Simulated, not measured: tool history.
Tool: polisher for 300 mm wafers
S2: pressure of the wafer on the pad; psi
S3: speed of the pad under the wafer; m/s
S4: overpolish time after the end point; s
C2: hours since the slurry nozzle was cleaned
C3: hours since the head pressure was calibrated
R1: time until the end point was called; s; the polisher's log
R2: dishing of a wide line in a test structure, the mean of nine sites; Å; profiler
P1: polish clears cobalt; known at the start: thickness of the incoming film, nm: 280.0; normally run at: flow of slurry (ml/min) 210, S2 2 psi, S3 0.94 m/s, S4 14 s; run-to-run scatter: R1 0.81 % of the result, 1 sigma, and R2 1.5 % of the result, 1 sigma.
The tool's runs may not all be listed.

run 1 day=0.158 | flow_of_slurry_(ml/min)=210 S2=2 S3=0.94 S4=14 | wafers_polished_on_this_pad=891 C2=239.7 C3=217.6 | R1=51.436 R2=496.43
run 2 day=0.412 | flow_of_slurry_(ml/min)=290 S2=1.5 S3=0.94 S4=14 | wafers_polished_on_this_pad=973 C2=245.8 C3=223.7 | R1=65.455 R2=399.44
run 3 day=0.617 | flow_of_slurry_(ml/min)=210 S2=2 S3=0.94 S4=14 | wafers_polished_on_this_pad=1038 C2=250.7 C3=228.6 | R1=50.327 R2=484.44
run 4 day=0.879 | flow_of_slurry_(ml/min)=210 S2=2 S3=0.94 S4=4 | wafers_polished_on_this_pad=1122 C2=257 C3=234.9 | R1=51.562 R2=190.85
run 5 day=1.1 | flow_of_slurry_(ml/min)=265 S2=2 S3=0.94 S4=14 | wafers_polished_on_this_pad=1193 C2=262.3 C3=240.2 | R1=50.03 R2=482.05
run 6 day=1.25 | flow_of_slurry_(ml/min)=210 S2=2 S3=0.42 S4=14 | wafers_polished_on_this_pad=1241 C2=265.9 C3=243.8 | R1=113.84 R2=277.81
-- day=1.342 slurry nozzle cleaned
run 7 day=1.492 | flow_of_slurry_(ml/min)=210 S2=2 S3=1.34 S4=14 | wafers_polished_on_this_pad=1319 C2=3.7 C3=249.6 | R1=36.109 R2=585.34
run 8 day=1.629 | flow_of_slurry_(ml/min)=210 S2=2 S3=0.94 S4=14 | wafers_polished_on_this_pad=1363 C2=7 C3=252.9 | R1=52.023 R2=478.88
run 9 day=1.817 | flow_of_slurry_(ml/min)=210 S2=2 S3=0.94 S4=24 | wafers_polished_on_this_pad=1423 C2=11.5 C3=257.4 | R1=51.114 R2=625.96
run 10 day=2.058 | flow_of_slurry_(ml/min)=210 S2=2 S3=1.3 S4=25 | wafers_polished_on_this_pad=1501 C2=17.3 C3=263.2 | R1=37.15 R2=664.83
run 11 day=2.208 | flow_of_slurry_(ml/min)=125 S2=2 S3=0.94 S4=14 | wafers_polished_on_this_pad=1549 C2=20.9 C3=266.8 | R1=55.46 R2=458.92
run 12 day=2.375 | flow_of_slurry_(ml/min)=210 S2=0.9 S3=0.94 S4=14 | wafers_polished_on_this_pad=1603 C2=24.9 C3=270.8 | R1=113.68 R2=277.31
run 13 day=2.521 | flow_of_slurry_(ml/min)=210 S2=3 S3=0.94 S4=14 | wafers_polished_on_this_pad=1649 C2=28.4 C3=274.3 | R1=34.141 R2=597.05
run 14 day=2.754 | flow_of_slurry_(ml/min)=210 S2=2 S3=0.94 S4=14 | wafers_polished_on_this_pad=1724 C2=34 C3=279.9 | R1=51.335 R2=482.79
run 15 day=2.892 | flow_of_slurry_(ml/min)=210 S2=2 S3=0.94 S4=14 | wafers_polished_on_this_pad=1768 C2=37.3 C3=283.2 | R1=50.573 R2=478.81
run 16 day=3.054 | flow_of_slurry_(ml/min)=210 S2=2 S3=0.94 S4=14 | wafers_polished_on_this_pad=1821 C2=41.2 C3=287.1 | R1=52.03 R2=480.89
run 17 day=3.192 | flow_of_slurry_(ml/min)=210 S2=2 S3=0.94 S4=14 | wafers_polished_on_this_pad=1865 C2=44.5 C3=290.4 | R1=53.848 R2=473.28
run 18 day=3.417 | flow_of_slurry_(ml/min)=210 S2=2 S3=0.94 S4=14 | wafers_polished_on_this_pad=1937 C2=49.9 C3=295.8 | R1=53.986 R2=464.01
-- day=3.512 head pressure recalibrated
run 19 day=3.667 | flow_of_slurry_(ml/min)=210 S2=2 S3=0.94 S4=14 | wafers_polished_on_this_pad=2017 C2=55.9 C3=3.7 | R1=54.556 R2=456.2
run 20 day=3.842 | flow_of_slurry_(ml/min)=210 S2=2 S3=0.94 S4=14 | wafers_polished_on_this_pad=2073 C2=60.1 C3=7.9 | R1=54.774 R2=463.14
run 21 day=3.996 | flow_of_slurry_(ml/min)=210 S2=2 S3=0.94 S4=14 | wafers_polished_on_this_pad=2123 C2=63.8 C3=11.6 | R1=55.687 R2=459.93

What P1 gives has crept away from where it was. These 2 causes fit the log equally well, each at the size given:
A: slurry flow missing at the pad, % = 35.5
B: removal rate lost through wear of the pad, % = 6.65
The creep began at about day 2.892.
Why every other cause is out:
head's pressure below its setpoint, %: serviced at day 3.512, which brought nothing back

4 check runs are offered, each on 5 wafers whose results are averaged, their results left as question marks. Which one tells the causes apart?
run check 1 day=4.15 | flow_of_slurry_(ml/min)=145 S2=1 S3=0.94 S4=14 | R1=? R2=?
run check 2 day=4.15 | flow_of_slurry_(ml/min)=210 S2=1.5 S3=0.94 S4=14 | R1=? R2=?
run check 3 day=4.15 | flow_of_slurry_(ml/min)=210 S2=2 S3=0.48 S4=21 | R1=? R2=?
run check 4 day=4.15 | flow_of_slurry_(ml/min)=210 S2=1.6 S3=0.66 S4=14 | R1=? R2=?

What each check would give under each cause:
check=check_1 result=R1 if_A=119.21 if_B=115.94
check=check_1 result=R2 if_A=268.11 if_B=274.09
check=check_2 result=R1 if_A=73.072 if_B=73.071
check=check_2 result=R2 if_A=384.51 if_B=384.52
check=check_3 result=R1 if_A=107.32 if_B=107.32
check=check_3 result=R2 if_A=391.37 if_B=391.38
check=check_4 result=R1 if_A=97.568 if_B=97.566
check=check_4 result=R2 if_A=312.96 if_B=312.97
How far apart the two closest causes lie, in the result that separates them most: check 1 2.78 %; check 2 0 %; check 3 0 %; check 4 0 %
Check 1 tells the causes apart: in the others they would give nearly the same result.

Check 1 was then run and gave: R1 118.78 s; R2 268.72 Å. Which cause is it?

It is A: slurry flow missing at the pad, %.
